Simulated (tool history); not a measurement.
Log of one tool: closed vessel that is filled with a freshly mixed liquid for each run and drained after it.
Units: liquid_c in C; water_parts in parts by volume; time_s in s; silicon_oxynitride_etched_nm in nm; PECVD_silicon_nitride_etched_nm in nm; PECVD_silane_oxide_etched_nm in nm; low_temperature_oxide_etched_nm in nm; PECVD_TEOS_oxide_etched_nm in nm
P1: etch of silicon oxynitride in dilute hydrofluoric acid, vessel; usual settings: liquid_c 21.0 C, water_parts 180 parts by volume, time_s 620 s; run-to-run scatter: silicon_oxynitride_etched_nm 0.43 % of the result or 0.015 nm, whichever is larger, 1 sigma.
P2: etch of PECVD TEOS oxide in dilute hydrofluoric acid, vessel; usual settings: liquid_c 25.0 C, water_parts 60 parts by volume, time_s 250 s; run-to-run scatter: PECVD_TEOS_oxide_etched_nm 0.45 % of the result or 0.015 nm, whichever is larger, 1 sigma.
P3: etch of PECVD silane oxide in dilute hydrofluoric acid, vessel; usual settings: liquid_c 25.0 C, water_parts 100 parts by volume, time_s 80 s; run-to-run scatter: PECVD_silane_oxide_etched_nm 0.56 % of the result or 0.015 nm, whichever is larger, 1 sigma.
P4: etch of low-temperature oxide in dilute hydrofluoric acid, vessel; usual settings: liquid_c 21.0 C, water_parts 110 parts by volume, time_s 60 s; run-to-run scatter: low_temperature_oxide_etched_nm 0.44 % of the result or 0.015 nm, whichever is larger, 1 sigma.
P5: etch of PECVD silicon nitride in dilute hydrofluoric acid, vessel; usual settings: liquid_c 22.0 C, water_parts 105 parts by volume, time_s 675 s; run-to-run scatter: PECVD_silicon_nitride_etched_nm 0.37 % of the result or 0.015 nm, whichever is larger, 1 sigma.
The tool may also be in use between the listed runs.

| run | hour | process | liquid_c | water_parts | time_s | silicon_oxynitride_etched_nm | PECVD_silicon_nitride_etched_nm | PECVD_silane_oxide_etched_nm | low_temperature_oxide_etched_nm | PECVD_TEOS_oxide_etched_nm |
|---|---|---|---|---|---|---|---|---|---|---|
| 1 | 9.2 | P1 | 21.0 | 180 | 620 | 7.6505 |  |  |  |  |
| 2 | 19.7 | P5 | 22.0 | 50 | 675 |  | 21.011 |  |  |  |
| 3 | 28.9 | P1 | 21.0 | 180 | 1025 | 12.6940 |  |  |  |  |
| 4 | 39.7 | P3 | 19.5 | 100 | 80 |  |  | 24.388 |  |  |
| 5 | 52.3 | P4 | 21.0 | 110 | 60 |  |  |  | 10.3010 |  |
| 6 | 61.6 | P1 | 25.0 | 180 | 620 | 9.1920 |  |  |  |  |
| 7 | 72.9 | P1 | 21.0 | 180 | 620 | 7.5995 |  |  |  |  |
| 8 | 82.0 | P1 | 21.0 | 180 | 620 | 7.6324 |  |  |  |  |
| 9 | 88.6 | P1 | 21.0 | 320 | 620 | 3.9073 |  |  |  |  |
| 10 | 100.8 | P1 | 21.0 | 180 | 620 | 7.5881 |  |  |  |  |
| 11 | 113.9 | P3 | 25.0 | 155 | 80 |  |  | 18.467 |  |  |
| 12 | 126.1 | P4 | 26.5 | 110 | 60 |  |  |  | 12.7660 |  |
| 13 | 140.6 | P4 | 21.0 | 110 | 30 |  |  |  | 5.1799 |  |
|  | 142.9 | hydrofluoric acid flow meter replaced |
| 14 | 153.1 | P1 | 17.0 | 180 | 620 | 6.3158 |  |  |  |  |
| 15 | 160.2 | P1 | 21.0 | 180 | 620 | 7.6492 |  |  |  |  |
| 16 | 171.5 | P2 | 20.5 | 60 | 250 |  |  |  |  | 34.9840 |
| 17 | 185.2 | P1 | 21.0 | 65 | 620 | 23.0660 |  |  |  |  |
| 18 | 191.9 | P5 | 18.0 | 105 | 675 |  | 7.727 |  |  |  |
| 19 | 205.9 | P1 | 21.0 | 105 | 185 | 4.1489 |  |  |  |  |
| 20 | 213.7 | P3 | 25.0 | 100 | 40 |  |  | 15.389 |  |  |
| 21 | 226.8 | P2 | 25.0 | 60 | 250 |  |  |  |  | 42.9410 |
| 22 | 233.7 | P5 | 22.0 | 105 | 675 |  | 10.163 |  |  |  |
| 23 | 241.2 | P3 | 25.0 | 100 | 80 |  |  | 30.680 |  |  |
| 24 | 251.0 | P4 | 21.0 | 60 | 60 |  |  |  | 20.0990 |  |
| 25 | 262.2 | P3 | 25.0 | 100 | 80 |  |  | 30.264 |  |  |
|  | 266.0 | thermometer replaced |
| 26 | 272.3 | P2 | 25.0 | 60 | 30 |  |  |  |  | 5.0978 |
| 27 | 281.6 | P5 | 22.0 | 105 | 1295 |  | 19.564 |  |  |  |
| 28 | 294.4 | P1 | 21.0 | 180 | 145 | 1.7960 |  |  |  |  |
| 29 | 305.9 | P2 | 25.0 | 60 | 250 |  |  |  |  | 42.5640 |
| 30 | 319.9 | P2 | 25.0 | 30 | 250 |  |  |  |  | 89.2470 |
| 31 | 326.5 | P1 | 21.0 | 180 | 620 | 7.7118 |  |  |  |  |
| 32 | 340.4 | P1 | 21.0 | 180 | 620 | 7.9376 |  |  |  |  |
| 33 | 347.5 | P1 | 21.0 | 180 | 620 | 8.0076 |  |  |  |  |
| 34 | 354.9 | P1 | 21.0 | 180 | 620 | 8.1074 |  |  |  |  |
| 35 | 362.0 | P1 | 21.0 | 180 | 620 | 8.0441 |  |  |  |  |

The next listed run, before its measurement:
| 36 | 374.3 | P1 | 21.0 | 180 | 620 | ? |  |  |  |  |

silicon_oxynitride_etched_nm: 8.1897 nm
